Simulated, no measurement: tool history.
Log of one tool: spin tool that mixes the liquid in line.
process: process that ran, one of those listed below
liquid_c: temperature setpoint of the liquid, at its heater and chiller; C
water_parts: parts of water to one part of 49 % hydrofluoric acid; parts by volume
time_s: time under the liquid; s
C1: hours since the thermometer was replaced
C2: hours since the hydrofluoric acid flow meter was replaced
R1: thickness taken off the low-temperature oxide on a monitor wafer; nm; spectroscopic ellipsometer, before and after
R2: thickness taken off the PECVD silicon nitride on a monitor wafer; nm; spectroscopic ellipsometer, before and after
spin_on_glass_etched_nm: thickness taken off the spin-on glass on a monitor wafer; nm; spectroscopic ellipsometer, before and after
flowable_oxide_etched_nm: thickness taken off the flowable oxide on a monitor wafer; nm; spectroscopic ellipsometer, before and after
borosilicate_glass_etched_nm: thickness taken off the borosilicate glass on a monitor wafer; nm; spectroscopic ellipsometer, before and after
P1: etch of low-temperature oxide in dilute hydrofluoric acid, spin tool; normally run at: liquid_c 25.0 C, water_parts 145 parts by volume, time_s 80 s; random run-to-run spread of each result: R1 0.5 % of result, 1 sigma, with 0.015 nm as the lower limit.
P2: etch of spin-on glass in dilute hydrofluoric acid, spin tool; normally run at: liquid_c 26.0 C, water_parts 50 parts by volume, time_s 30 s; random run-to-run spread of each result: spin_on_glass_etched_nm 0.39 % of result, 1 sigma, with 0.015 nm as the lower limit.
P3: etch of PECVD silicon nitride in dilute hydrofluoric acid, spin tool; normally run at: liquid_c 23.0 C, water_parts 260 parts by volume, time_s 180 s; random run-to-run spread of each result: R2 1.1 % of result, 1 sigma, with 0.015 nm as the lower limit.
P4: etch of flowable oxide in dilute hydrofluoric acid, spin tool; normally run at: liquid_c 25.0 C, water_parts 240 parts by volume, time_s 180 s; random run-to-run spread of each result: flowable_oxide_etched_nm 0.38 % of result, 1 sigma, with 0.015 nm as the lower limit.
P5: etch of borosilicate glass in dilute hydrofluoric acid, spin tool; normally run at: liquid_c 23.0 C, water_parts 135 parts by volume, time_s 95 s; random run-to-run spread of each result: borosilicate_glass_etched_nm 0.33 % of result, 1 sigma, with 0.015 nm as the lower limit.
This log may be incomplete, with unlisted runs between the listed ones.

Run 1, hour 8.7: process P1, liquid_c 25.0 C, water_parts 145 parts by volume, time_s 80 s; C1 2008.6; C2 104.7. Result: R1 13.7090 nm.
Run 2, hour 17.0: process P1, liquid_c 25.0 C, water_parts 145 parts by volume, time_s 80 s; C1 2016.9; C2 113.0. Result: R1 13.6550 nm.
Run 3, hour 25.3: process P3, liquid_c 23.0 C, water_parts 55 parts by volume, time_s 180 s; C1 2025.2; C2 121.3. Result: R2 9.0070 nm.
Run 4, hour 34.6: process P1, liquid_c 25.0 C, water_parts 145 parts by volume, time_s 15 s; C1 2034.5; C2 130.6. Result: R1 2.5513 nm.
Run 5, hour 41.5: process P2, liquid_c 34.0 C, water_parts 50 parts by volume, time_s 30 s; C1 2041.4; C2 137.5. Result: spin_on_glass_etched_nm 30.158 nm.
Run 6, hour 47.4: process P1, liquid_c 17.0 C, water_parts 145 parts by volume, time_s 80 s; C1 2047.3; C2 143.4. Result: R1 9.9595 nm.
Run 7, hour 56.5: process P2, liquid_c 26.0 C, water_parts 50 parts by volume, time_s 30 s; C1 2056.4; C2 152.5. Result: spin_on_glass_etched_nm 22.005 nm.
Run 8, hour 61.4: process P3, liquid_c 23.0 C, water_parts 260 parts by volume, time_s 180 s; C1 2061.3; C2 157.4. Result: R2 1.9469 nm.
Run 9, hour 69.1: process P4, liquid_c 25.0 C, water_parts 240 parts by volume, time_s 60 s; C1 2069.0; C2 165.1. Result: flowable_oxide_etched_nm 7.4559 nm.
Run 10, hour 79.6: process P1, liquid_c 25.0 C, water_parts 145 parts by volume, time_s 155 s; C1 2079.5; C2 175.6. Result: R1 26.6410 nm.
Run 11, hour 85.1: process P1, liquid_c 21.0 C, water_parts 145 parts by volume, time_s 150 s; C1 2085.0; C2 181.1. Result: R1 22.0220 nm.
Run 12, hour 93.6: process P2, liquid_c 26.0 C, water_parts 50 parts by volume, time_s 15 s; C1 2093.5; C2 189.6. Result: spin_on_glass_etched_nm 10.982 nm.
Run 13, hour 99.4: process P4, liquid_c 25.0 C, water_parts 240 parts by volume, time_s 180 s; C1 2099.3; C2 195.4. Result: flowable_oxide_etched_nm 22.3490 nm.
Run 14, hour 107.1: process P5, liquid_c 17.0 C, water_parts 135 parts by volume, time_s 95 s; C1 2107.0; C2 203.1. Result: borosilicate_glass_etched_nm 16.1600 nm.
Run 15, hour 112.7: process P1, liquid_c 25.0 C, water_parts 145 parts by volume, time_s 80 s; C1 2112.6; C2 208.7. Result: R1 13.6620 nm.
Run 16, hour 118.0: process P1, liquid_c 25.0 C, water_parts 145 parts by volume, time_s 80 s; C1 2117.9; C2 214.0. Result: R1 13.7550 nm.
Run 17, hour 122.8: process P3, liquid_c 30.0 C, water_parts 260 parts by volume, time_s 180 s; C1 2122.7; C2 218.8. Result: R2 3.0159 nm.
Run 18, hour 129.6: process P1, liquid_c 18.5 C, water_parts 235 parts by volume, time_s 80 s; C1 2129.5; C2 225.6. Result: R1 5.9913 nm.
Run 19, hour 135.7: process P3, liquid_c 23.0 C, water_parts 260 parts by volume, time_s 180 s; C1 2135.6; C2 231.7. Result: R2 1.9290 nm.
Run 20, hour 145.5: process P3, liquid_c 23.0 C, water_parts 260 parts by volume, time_s 285 s; C1 2145.4; C2 241.5. Result: R2 3.1167 nm.
Run 21, hour 152.1: process P2, liquid_c 26.0 C, water_parts 50 parts by volume, time_s 30 s; C1 2152.0; C2 248.1. Result: spin_on_glass_etched_nm 21.964 nm.
Run 22, hour 162.4: process P4, liquid_c 25.0 C, water_parts 380 parts by volume, time_s 180 s; C1 2162.3; C2 258.4. Result: flowable_oxide_etched_nm 12.3910 nm.
Run 23, hour 171.5: process P2, liquid_c 26.0 C, water_parts 25 parts by volume, time_s 30 s; C1 2171.4; C2 267.5. Result: spin_on_glass_etched_nm 45.599 nm.
Run 24, hour 178.6: process P5, liquid_c 23.0 C, water_parts 240 parts by volume, time_s 95 s; C1 2178.5; C2 274.6. Result: borosilicate_glass_etched_nm 10.3240 nm.
Run 25, hour 185.9: process P5, liquid_c 23.0 C, water_parts 135 parts by volume, time_s 15 s; C1 2185.8; C2 281.9. Result: borosilicate_glass_etched_nm 3.2554 nm.
Run 26, hour 196.0: process P1, liquid_c 30.5 C, water_parts 145 parts by volume, time_s 80 s; C1 2195.9; C2 292.0. Result: R1 16.7850 nm.
Run 27, hour 203.3: process P5, liquid_c 23.0 C, water_parts 135 parts by volume, time_s 95 s; C1 2203.2; C2 299.3. Result: borosilicate_glass_etched_nm 20.6520 nm.
Run 28, hour 210.1: process P1, liquid_c 25.0 C, water_parts 255 parts by volume, time_s 80 s; C1 2210.0; C2 306.1. Result: R1 6.9170 nm.
Run 29, hour 216.8: process P4, liquid_c 18.0 C, water_parts 240 parts by volume, time_s 180 s; C1 2216.7; C2 312.8. Result: flowable_oxide_etched_nm 17.1790 nm.
Run 30, hour 222.3: process P4, liquid_c 25.0 C, water_parts 240 parts by volume, time_s 180 s; C1 2222.2; C2 318.3. Result: flowable_oxide_etched_nm 22.3740 nm.
Run 31, hour 227.9: process P1, liquid_c 25.0 C, water_parts 145 parts by volume, time_s 80 s; C1 2227.8; C2 323.9. Result: R1 13.6990 nm.
Run 32, hour 235.0: process P1, liquid_c 25.0 C, water_parts 70 parts by volume, time_s 80 s; C1 2234.9; C2 331.0. Result: R1 31.0510 nm.
Run 33, hour 245.5: process P1, liquid_c 25.0 C, water_parts 145 parts by volume, time_s 80 s; C1 2245.4; C2 341.5. Result: R1 13.6760 nm.
Run 34, hour 250.6: process P1, liquid_c 25.0 C, water_parts 145 parts by volume, time_s 80 s; C1 2250.5; C2 346.6. Result: R1 13.4170 nm.
Run 35, hour 256.2: process P1, liquid_c 25.0 C, water_parts 145 parts by volume, time_s 80 s; C1 2256.1; C2 352.2. Result: R1 13.1920 nm.
Run 36, hour 265.2: process P1, liquid_c 25.0 C, water_parts 145 parts by volume, time_s 80 s; C1 2265.1; C2 361.2. Result: R1 12.9980 nm.
Run 37, hour 269.8: process P1, liquid_c 25.0 C, water_parts 145 parts by volume, time_s 80 s; C1 2269.7; C2 365.8. Result: R1 13.0460 nm.
Run 38, hour 274.7: process P1, liquid_c 25.0 C, water_parts 145 parts by volume, time_s 80 s; C1 2274.6; C2 370.7. Result: R1 12.8410 nm.
Run 39, hour 281.9: process P1, liquid_c 25.0 C, water_parts 145 parts by volume, time_s 80 s; C1 2281.8; C2 377.9. Result: R1 12.8790 nm.
Run 40, hour 289.2: process P1, liquid_c 25.0 C, water_parts 145 parts by volume, time_s 80 s; C1 2289.1; C2 385.2. Result: R1 12.9110 nm.
Run 41, hour 296.5: process P1, liquid_c 25.0 C, water_parts 145 parts by volume, time_s 80 s; C1 2296.4; C2 392.5. Result: R1 12.7020 nm.
Run 42, hour 306.8: process P1, liquid_c 25.0 C, water_parts 145 parts by volume, time_s 80 s; C1 2306.7; C2 402.8. Result: R1 12.7180 nm.

Compared with where it was, what P1 gives has crept away. Each cause listed below fits the log as well as the rest, at the size given for it:
A: liquid colder than its thermometer reads (K) = 1.78
B: hydrofluoric acid flow below the setpoint (%) = 5.61
At approximately hour 245.5, the process output began to creep.

You are offered 4 check runs, listed below with question marks in place of their results; each one averages 2 wafers. Which run separates the listed causes by giving clearly different results for each?
Run check 1, hour 317.1: process P3, liquid_c 23.0 C, water_parts 80 parts by volume, time_s 265 s. Result: R2 ?.
Run check 2, hour 317.1: process P2, liquid_c 33.0 C, water_parts 50 parts by volume, time_s 30 s. Result: spin_on_glass_etched_nm ?.
Run check 3, hour 317.1: process P4, liquid_c 18.5 C, water_parts 240 parts by volume, time_s 180 s. Result: flowable_oxide_etched_nm ?.
Run check 4, hour 317.1: process P5, liquid_c 23.0 C, water_parts 240 parts by volume, time_s 95 s. Result: borosilicate_glass_etched_nm ?.

What every check run would give for each of its results, assuming each possible cause in turn:
  check                        result     if A     if B
check 1                            R2   8.1941   8.7308
check 2       spin_on_glass_etched_nm   27.091   27.256
check 3      flowable_oxide_etched_nm  16.4030  16.3770
check 4  borosilicate_glass_etched_nm   9.6728   9.6107
Smallest distance between any two causes, each pair judged by its most separating result, in per cent: check 1 6.34 %; check 2 0.61 %; check 3 0.16 %; check 4 0.64 %
The other checks would show nearly matching results whichever cause is true, so check 1 is the only one that separates the causes.

After running check 1, the following was obtained: R2 8.1176 nm. Which cause does this point to?

A is the cause: liquid colder than its thermometer reads (K).
